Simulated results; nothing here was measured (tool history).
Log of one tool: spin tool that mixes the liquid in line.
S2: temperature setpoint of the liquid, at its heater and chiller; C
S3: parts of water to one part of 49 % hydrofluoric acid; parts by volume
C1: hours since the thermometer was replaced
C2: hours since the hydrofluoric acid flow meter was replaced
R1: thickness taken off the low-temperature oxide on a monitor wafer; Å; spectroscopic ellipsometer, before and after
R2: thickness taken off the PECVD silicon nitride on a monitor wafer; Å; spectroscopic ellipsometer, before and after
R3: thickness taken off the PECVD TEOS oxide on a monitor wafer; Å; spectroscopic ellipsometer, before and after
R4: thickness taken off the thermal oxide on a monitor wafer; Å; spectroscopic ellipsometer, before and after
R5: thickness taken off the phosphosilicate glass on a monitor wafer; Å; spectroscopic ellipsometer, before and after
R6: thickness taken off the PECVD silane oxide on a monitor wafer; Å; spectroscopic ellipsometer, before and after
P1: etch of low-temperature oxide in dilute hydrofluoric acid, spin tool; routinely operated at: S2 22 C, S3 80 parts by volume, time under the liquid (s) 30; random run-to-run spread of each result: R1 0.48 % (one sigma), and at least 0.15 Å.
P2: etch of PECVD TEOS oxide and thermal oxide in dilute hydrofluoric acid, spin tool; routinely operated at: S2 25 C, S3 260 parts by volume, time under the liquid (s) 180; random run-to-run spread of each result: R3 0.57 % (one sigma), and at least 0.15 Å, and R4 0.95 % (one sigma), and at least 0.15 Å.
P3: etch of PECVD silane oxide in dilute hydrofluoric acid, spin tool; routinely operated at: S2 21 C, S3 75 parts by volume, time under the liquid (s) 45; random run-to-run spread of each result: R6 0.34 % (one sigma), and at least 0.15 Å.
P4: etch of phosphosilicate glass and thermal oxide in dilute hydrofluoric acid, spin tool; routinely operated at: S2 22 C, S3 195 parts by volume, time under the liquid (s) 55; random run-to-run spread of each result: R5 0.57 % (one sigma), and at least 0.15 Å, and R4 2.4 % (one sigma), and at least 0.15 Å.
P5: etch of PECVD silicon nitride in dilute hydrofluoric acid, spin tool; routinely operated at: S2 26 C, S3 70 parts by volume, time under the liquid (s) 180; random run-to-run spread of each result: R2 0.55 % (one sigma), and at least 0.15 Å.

run 1 hour=8.9 | process_that_ran=P1 S2=22 S3=80 time_under_the_liquid_(s)=30 | C1=138.9 C2=239.9 | R1=81.284
run 2 hour=21.5 | process_that_ran=P5 S2=30.5 S3=70 time_under_the_liquid_(s)=180 | C1=151.5 C2=252.5 | R2=197.7
run 3 hour=37.4 | process_that_ran=P2 S2=25 S3=260 time_under_the_liquid_(s)=180 | C1=167.4 C2=268.4 | R3=61.109 R4=27.529
run 4 hour=50.2 | process_that_ran=P4 S2=22 S3=30 time_under_the_liquid_(s)=55 | C1=180.2 C2=281.2 | R4=84.334 R5=2060.9
run 5 hour=66 | process_that_ran=P5 S2=26 S3=125 time_under_the_liquid_(s)=180 | C1=196 C2=297 | R2=83.697
run 6 hour=79.6 | process_that_ran=P2 S2=25 S3=260 time_under_the_liquid_(s)=180 | C1=209.6 C2=310.6 | R3=61.387 R4=27.583
run 7 hour=94.3 | process_that_ran=P3 S2=21 S3=75 time_under_the_liquid_(s)=70 | C1=224.3 C2=325.3 | R6=218.37
run 8 hour=103.7 | process_that_ran=P3 S2=21 S3=130 time_under_the_liquid_(s)=45 | C1=233.7 C2=334.7 | R6=75.909
run 9 hour=120.4 | process_that_ran=P1 S2=22 S3=80 time_under_the_liquid_(s)=15 | C1=250.4 C2=351.4 | R1=40.207
run 10 hour=134.4 | process_that_ran=P4 S2=22 S3=195 time_under_the_liquid_(s)=55 | C1=264.4 C2=365.4 | R4=10.519 R5=262.39
run 11 hour=144.5 | process_that_ran=P1 S2=17 S3=80 time_under_the_liquid_(s)=30 | C1=274.5 C2=375.5 | R1=65.218
run 12 hour=155.6 | process_that_ran=P4 S2=22 S3=195 time_under_the_liquid_(s)=55 | C1=285.6 C2=386.6 | R4=10.7 R5=260.42
run 13 hour=168 | process_that_ran=P3 S2=17 S3=75 time_under_the_liquid_(s)=45 | C1=298 C2=399 | R6=119.29
run 14 hour=177 | process_that_ran=P5 S2=26 S3=70 time_under_the_liquid_(s)=180 | C1=307 C2=408 | R2=147.75
run 15 hour=195.1 | process_that_ran=P4 S2=22 S3=195 time_under_the_liquid_(s)=15 | C1=325.1 C2=426.1 | R4=2.8823 R5=71.579
run 16 hour=207.2 | process_that_ran=P1 S2=22 S3=80 time_under_the_liquid_(s)=50 | C1=337.2 C2=438.2 | R1=134.53
run 17 hour=217.8 | process_that_ran=P1 S2=22 S3=80 time_under_the_liquid_(s)=30 | C1=347.8 C2=448.8 | R1=80.531
run 18 hour=232 | process_that_ran=P1 S2=28.5 S3=80 time_under_the_liquid_(s)=30 | C1=362 C2=463 | R1=104.84
run 19 hour=242.7 | process_that_ran=P1 S2=22 S3=80 time_under_the_liquid_(s)=30 | C1=372.7 C2=473.7 | R1=81.374
run 20 hour=251.5 | process_that_ran=P1 S2=27 S3=80 time_under_the_liquid_(s)=60 | C1=381.5 C2=482.5 | R1=197.02
run 21 hour=264.1 | process_that_ran=P5 S2=26 S3=70 time_under_the_liquid_(s)=180 | C1=394.1 C2=495.1 | R2=146.57
run 22 hour=278.4 | process_that_ran=P1 S2=22 S3=80 time_under_the_liquid_(s)=30 | C1=408.4 C2=509.4 | R1=80.986
run 23 hour=290.2 | process_that_ran=P1 S2=22 S3=80 time_under_the_liquid_(s)=30 | C1=420.2 C2=521.2 | R1=80.522
run 24 hour=298.3 | process_that_ran=P5 S2=26 S3=70 time_under_the_liquid_(s)=295 | C1=428.3 C2=529.3 | R2=243.79
run 25 hour=311.2 | process_that_ran=P2 S2=31.5 S3=260 time_under_the_liquid_(s)=180 | C1=441.2 C2=542.2 | R3=75.577 R4=33.738
run 26 hour=326.2 | process_that_ran=P1 S2=22 S3=80 time_under_the_liquid_(s)=30 | C1=456.2 C2=557.2 | R1=80.477
run 27 hour=342.9 | process_that_ran=P1 S2=22 S3=20 time_under_the_liquid_(s)=30 | C1=472.9 C2=573.9 | R1=350.02
run 28 hour=356.1 | process_that_ran=P4 S2=25.5 S3=195 time_under_the_liquid_(s)=55 | C1=486.1 C2=587.1 | R4=12.284 R5=302.5
run 29 hour=372.8 | process_that_ran=P2 S2=25 S3=100 time_under_the_liquid_(s)=180 | C1=502.8 C2=603.8 | R3=190.25 R4=84.452
run 30 hour=387.1 | process_that_ran=P1 S2=22 S3=80 time_under_the_liquid_(s)=30 | C1=517.1 C2=618.1 | R1=81.286
run 31 hour=398.9 | process_that_ran=P3 S2=21 S3=75 time_under_the_liquid_(s)=45 | C1=528.9 C2=629.9 | R6=139.76
run 32 hour=416.4 | process_that_ran=P2 S2=25 S3=260 time_under_the_liquid_(s)=320 | C1=546.4 C2=647.4 | R3=108.15 R4=48.441
run 33 hour=431.5 | process_that_ran=P1 S2=22 S3=110 time_under_the_liquid_(s)=30 | C1=561.5 C2=662.5 | R1=56.663
run 34 hour=440.3 | process_that_ran=P1 S2=22 S3=80 time_under_the_liquid_(s)=30 | C1=570.3 C2=671.3 | R1=80.685
run 35 hour=453.6 | process_that_ran=P1 S2=22 S3=80 time_under_the_liquid_(s)=30 | C1=583.6 C2=684.6 | R1=78.348
run 36 hour=468.5 | process_that_ran=P1 S2=22 S3=80 time_under_the_liquid_(s)=30 | C1=598.5 C2=699.5 | R1=76.955
run 37 hour=482.6 | process_that_ran=P1 S2=22 S3=80 time_under_the_liquid_(s)=30 | C1=612.6 C2=713.6 | R1=76.076

Run 38 comes next. What will it give?
run 38 hour=493.2 | process_that_ran=P1 S2=22 S3=80 time_under_the_liquid_(s)=30 | C1=623.2 C2=724.2 | R1=?

R1: 75.603 Å

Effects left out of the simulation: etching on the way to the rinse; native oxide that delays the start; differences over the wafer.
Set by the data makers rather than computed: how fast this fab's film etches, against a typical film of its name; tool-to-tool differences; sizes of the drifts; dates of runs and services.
